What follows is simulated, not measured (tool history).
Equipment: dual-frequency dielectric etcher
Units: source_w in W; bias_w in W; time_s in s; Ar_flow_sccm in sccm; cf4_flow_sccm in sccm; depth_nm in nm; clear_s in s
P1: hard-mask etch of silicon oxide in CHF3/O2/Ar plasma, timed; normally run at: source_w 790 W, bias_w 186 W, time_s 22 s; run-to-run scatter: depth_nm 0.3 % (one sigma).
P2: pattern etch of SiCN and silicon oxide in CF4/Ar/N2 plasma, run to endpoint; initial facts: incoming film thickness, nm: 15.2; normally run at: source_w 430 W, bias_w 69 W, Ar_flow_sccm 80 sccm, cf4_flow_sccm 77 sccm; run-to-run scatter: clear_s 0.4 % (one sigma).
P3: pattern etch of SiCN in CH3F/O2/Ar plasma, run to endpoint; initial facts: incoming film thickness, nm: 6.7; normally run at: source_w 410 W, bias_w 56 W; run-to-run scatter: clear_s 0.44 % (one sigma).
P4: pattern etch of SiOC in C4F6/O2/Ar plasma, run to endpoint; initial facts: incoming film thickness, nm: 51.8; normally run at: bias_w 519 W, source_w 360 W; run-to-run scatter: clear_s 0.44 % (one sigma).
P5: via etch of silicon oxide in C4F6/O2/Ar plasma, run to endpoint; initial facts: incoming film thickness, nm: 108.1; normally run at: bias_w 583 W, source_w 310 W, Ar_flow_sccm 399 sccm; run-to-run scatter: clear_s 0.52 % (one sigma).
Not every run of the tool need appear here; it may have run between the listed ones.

run	hour	process	source_w	bias_w	time_s	Ar_flow_sccm	cf4_flow_sccm	hours since the last wet clean	hours since the last source power generator calibration	hours since the last bias power generator calibration	depth_nm	clear_s
1	13.7	P1	790	186	22			143.5	1422.9	1018.9	50.577	
2	23.7	P1	1120	186	22			153.5	1432.9	1028.9	58.202	
3	40.4	P2	430	53		80	77	170.2	1449.6	1045.6		19.39
4	48.4	P1	790	186	22			178.2	1457.6	1053.6	51.058	
5	64.9	P5	310	797		399		194.7	1474.1	1070.1		23.419
6	81.4	P4	360	519				211.2	1490.6	1086.6		17.805
7	91.8	P5	310	583		399		221.6	1501	1097		26.402
8	99.8	P3	290	56				229.6	1509	1105		21.71
9	113.9	P2	430	69		80	102	243.7	1523.1	1119.1		17.154
10	122.1	P3	410	77				251.9	1531.3	1127.3		17.271
11	138.4	P3	410	56				268.2	1547.6	1143.6		19.146
12	152.5	P1	790	186	31			282.3	1561.7	1157.7	71.607	
13	170.6	P2	430	69		50	77	300.4	1579.8	1175.8		16.802
14	184.9	P1	790	186	12			314.7	1594.1	1190.1	27.67	
15	197.2	P2	600	69		80	77	327	1606.4	1202.4		13.211
16	214.8	P2	430	69		80	77	344.6	1624	1220		17.677
17	225.9	P1	790	227	22			355.7	1635.1	1231.1	54.315	
18	235.3	P1	790	186	22			365.1	1644.5	1240.5	50.534	
19	246.3	P5	310	583		399		376.1	1655.5	1251.5		26.359
20	264.5	P5	420	583		399		394.3	1673.7	1269.7		23.799
21	278.9	P5	310	583		281		408.7	1688.1	1284.1		25.487
22	291	P1	790	186	22			420.8	1700.2	1296.2	50.928	
23	302.3	P4	360	728				432.1	1711.5	1307.5		15.539
24	319.5	P1	530	186	32			449.3	1728.7	1324.7	63.157	
25	334.8	P1	790	136	22			464.6	1744	1340	45.929	
26	347.1	P1	490	186	22			476.9	1756.3	1352.3	42.101	
27	356.3	P4	480	519				486.1	1765.5	1361.5		16.01
28	367	P1	790	186	22			496.8	1776.2	1372.2	50.644	
29	380.8	P1	790	186	22			510.6	1790	1386	50.284	
30	396.2	P1	790	186	22			526	1805.4	1401.4	50.223	
31	411.1	P1	790	186	22			540.9	1820.3	1416.3	50.127	
32	421.3	P1	790	186	22			551.1	1830.5	1426.5	49.976	
33	436.7	P1	790	186	22			566.5	1845.9	1441.9	50.262	
34	448.2	P1	790	186	22			578	1857.4	1453.4	49.898	
# hour 454.2: wet clean of the chamber
35	464.9	P1	790	186	22			10.7	1874.1	1470.1	50.043	
36	478	P1	790	186	22			23.8	1887.2	1483.2	50.122	
37	489.6	P1	790	186	22			35.4	1898.8	1494.8	50.103	
38	506.9	P1	790	186	22			52.7	1916.1	1512.1	49.984	

The log shows P1 creeping away from where it was. Any of the 2 causes listed here, at the size stated for it, fits the log just as well as the others:
A: source power that arrives under what is set, % = 3.83
B: bias power that arrives under what is set, % = 4.43
The gradual shift began around hour 367.
Every other cause this tool's parts could produce, and why it does not fit the log:
chamber walls in a state that lowers the etch rate, %: work on it at hour 454.2, done after the drift set in, did not restore what the process gave before

Each of the check runs listed below is run on 2 wafers and reports their average, with the results left as question marks. Pick the one under which the possible causes would lead to clearly different results.
check 1	524.2	P5	410	583		399						?
check 2	524.2	P3	300	75								?
check 3	524.2	P2	590	69		59	77					?
check 4	524.2	P4	360	712								?

Outcome of each check run for each possible cause:
check	result	if A	if B
check 1	clear_s	24.192	24.263
check 2	clear_s	19.787	19.824
check 3	clear_s	13.383	13.099
check 4	clear_s	16	16.057
Gap, in per cent, between the two causes that each check separates least, read from the result that separates them most: check 1 0.29 %; check 2 0.19 %; check 3 2.15 %; check 4 0.36 %
Check 3 tells the causes apart: in the others they would give nearly the same result.

Then check 3 was run and gave: clear_s 13.063 s. Which cause is it?

Of the candidate causes, it is B: bias power that arrives under what is set, %.

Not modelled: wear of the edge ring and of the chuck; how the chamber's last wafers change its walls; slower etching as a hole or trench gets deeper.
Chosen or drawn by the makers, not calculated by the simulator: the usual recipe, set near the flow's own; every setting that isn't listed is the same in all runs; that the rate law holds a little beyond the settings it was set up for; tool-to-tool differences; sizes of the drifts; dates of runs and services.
